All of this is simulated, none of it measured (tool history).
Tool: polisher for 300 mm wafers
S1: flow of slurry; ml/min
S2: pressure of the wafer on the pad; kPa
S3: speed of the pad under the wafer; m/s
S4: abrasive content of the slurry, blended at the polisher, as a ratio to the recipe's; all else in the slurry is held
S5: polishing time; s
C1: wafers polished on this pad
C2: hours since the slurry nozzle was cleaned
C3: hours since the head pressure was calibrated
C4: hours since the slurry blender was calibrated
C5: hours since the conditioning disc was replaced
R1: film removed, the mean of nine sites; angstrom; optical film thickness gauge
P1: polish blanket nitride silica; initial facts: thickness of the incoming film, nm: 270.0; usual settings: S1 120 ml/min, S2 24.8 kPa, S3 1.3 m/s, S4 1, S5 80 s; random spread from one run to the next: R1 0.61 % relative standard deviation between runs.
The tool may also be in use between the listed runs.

{"run": 1, "hour": 9.3, "S1": 120, "S2": 24.8, "S3": 1.3, "S4": 1, "S5": 80, "C1": 214, "C2": 176.3, "C3": 372.1, "C4": 148.7, "C5": 123.9, "R1": 542.04}
{"run": 2, "hour": 17.6, "S1": 120, "S2": 24.8, "S3": 1.96, "S4": 1, "S5": 80, "C1": 276, "C2": 184.6, "C3": 380.4, "C4": 157, "C5": 132.2, "R1": 753.73}
{"run": 3, "hour": 23.0, "S1": 120, "S2": 24.8, "S3": 1.3, "S4": 1, "S5": 56, "C1": 316, "C2": 190, "C3": 385.8, "C4": 162.4, "C5": 137.6, "R1": 373.64}
{"run": 4, "hour": 30.6, "S1": 120, "S2": 24.8, "S3": 1.3, "S4": 1.5, "S5": 80, "C1": 372, "C2": 197.6, "C3": 393.4, "C4": 170, "C5": 145.2, "R1": 627.93}
{"run": 5, "hour": 35.1, "S1": 70, "S2": 24.8, "S3": 1.3, "S4": 1, "S5": 80, "C1": 406, "C2": 202.1, "C3": 397.9, "C4": 174.5, "C5": 149.7, "R1": 460.64}
{"run": 6, "hour": 43.1, "S1": 185, "S2": 24.8, "S3": 1.3, "S4": 1, "S5": 80, "C1": 465, "C2": 210.1, "C3": 405.9, "C4": 182.5, "C5": 157.7, "R1": 585.37}
{"run": 7, "hour": 49.0, "S1": 120, "S2": 24.8, "S3": 0.7, "S4": 1, "S5": 42, "C1": 509, "C2": 216, "C3": 411.8, "C4": 188.4, "C5": 163.6, "R1": 175.16}
{"run": 8, "hour": 53.8, "S1": 120, "S2": 17.2, "S3": 1.3, "S4": 1, "S5": 49, "C1": 544, "C2": 220.8, "C3": 416.6, "C4": 193.2, "C5": 168.4, "R1": 228.84}
{"run": 9, "hour": 59.0, "S1": 120, "S2": 24.8, "S3": 0.84, "S4": 1, "S5": 80, "C1": 583, "C2": 226, "C3": 421.8, "C4": 198.4, "C5": 173.6, "R1": 377.42}
{"run": 10, "hour": 66.8, "S1": 120, "S2": 24.8, "S3": 1.3, "S4": 1, "S5": 80, "C1": 641, "C2": 233.8, "C3": 429.6, "C4": 206.2, "C5": 181.4, "R1": 534.41}
{"run": 11, "hour": 71.7, "S1": 120, "S2": 24.8, "S3": 1.3, "S4": 1, "S5": 125, "C1": 677, "C2": 238.7, "C3": 434.5, "C4": 211.1, "C5": 186.3, "R1": 837.99}
{"run": 12, "hour": 76.7, "S1": 120, "S2": 24.8, "S3": 1.3, "S4": 1, "S5": 80, "C1": 714, "C2": 243.7, "C3": 439.5, "C4": 216.1, "C5": 191.3, "R1": 544.68}
{"run": 13, "hour": 84.2, "S1": 120, "S2": 35.2, "S3": 1.3, "S4": 0.6, "S5": 80, "C1": 770, "C2": 251.2, "C3": 447, "C4": 223.6, "C5": 198.8, "R1": 583.45}
{"run": 14, "hour": 88.9, "S1": 120, "S2": 40, "S3": 1.3, "S4": 1, "S5": 80, "C1": 805, "C2": 255.9, "C3": 451.7, "C4": 228.3, "C5": 203.5, "R1": 871.32}
{"run": 15, "hour": 94.7, "S1": 120, "S2": 24.8, "S3": 1.3, "S4": 1, "S5": 80, "C1": 848, "C2": 261.7, "C3": 457.5, "C4": 234.1, "C5": 209.3, "R1": 539.74}
{"run": 16, "hour": 103.8, "S1": 120, "S2": 17.9, "S3": 1.3, "S4": 1, "S5": 80, "C1": 915, "C2": 270.8, "C3": 466.6, "C4": 243.2, "C5": 218.4, "R1": 388.55}
{"hour": 108.1, "done": "conditioning disc replaced and pad reconditioned"}
{"run": 17, "hour": 111.0, "S1": 120, "S2": 24.8, "S3": 1.3, "S4": 1, "S5": 80, "C1": 969, "C2": 278, "C3": 473.8, "C4": 250.4, "C5": 2.9, "R1": 533.96}
{"run": 18, "hour": 116.0, "S1": 120, "S2": 24.8, "S3": 1.3, "S4": 0.7, "S5": 80, "C1": 1006, "C2": 283, "C3": 478.8, "C4": 255.4, "C5": 7.9, "R1": 451.52}
{"run": 19, "hour": 124.7, "S1": 120, "S2": 24.8, "S3": 1.3, "S4": 1, "S5": 80, "C1": 1070, "C2": 291.7, "C3": 487.5, "C4": 264.1, "C5": 16.6, "R1": 540.35}
{"run": 20, "hour": 132.3, "S1": 120, "S2": 24.8, "S3": 1.3, "S4": 1, "S5": 80, "C1": 1127, "C2": 299.3, "C3": 495.1, "C4": 271.7, "C5": 24.2, "R1": 509.71}
{"run": 21, "hour": 138.5, "S1": 120, "S2": 24.8, "S3": 1.3, "S4": 1, "S5": 80, "C1": 1173, "C2": 305.5, "C3": 501.3, "C4": 277.9, "C5": 30.4, "R1": 499.79}
{"run": 22, "hour": 142.9, "S1": 120, "S2": 24.8, "S3": 1.3, "S4": 1, "S5": 80, "C1": 1205, "C2": 309.9, "C3": 505.7, "C4": 282.3, "C5": 34.8, "R1": 487.67}
{"run": 23, "hour": 152.8, "S1": 120, "S2": 24.8, "S3": 1.3, "S4": 1, "S5": 80, "C1": 1279, "C2": 319.8, "C3": 515.6, "C4": 292.2, "C5": 44.7, "R1": 480.64}
{"hour": 157.8, "done": "conditioning disc replaced and pad reconditioned"}
{"hour": 158.5, "done": "head pressure recalibrated"}
{"run": 24, "hour": 161.9, "S1": 120, "S2": 24.8, "S3": 1.3, "S4": 1, "S5": 80, "C1": 1346, "C2": 328.9, "C3": 3.5, "C4": 301.3, "C5": 4.1, "R1": 475.18}

Predict the results of run 25:
{"run": 25, "hour": 166.4, "S1": 120, "S2": 24.8, "S3": 1.3, "S4": 1, "S5": 80, "C1": 1380, "C2": 333.4, "C3": 8, "C4": 305.8, "C5": 8.6, "R1": "?"}

R1: 468.86 angstrom
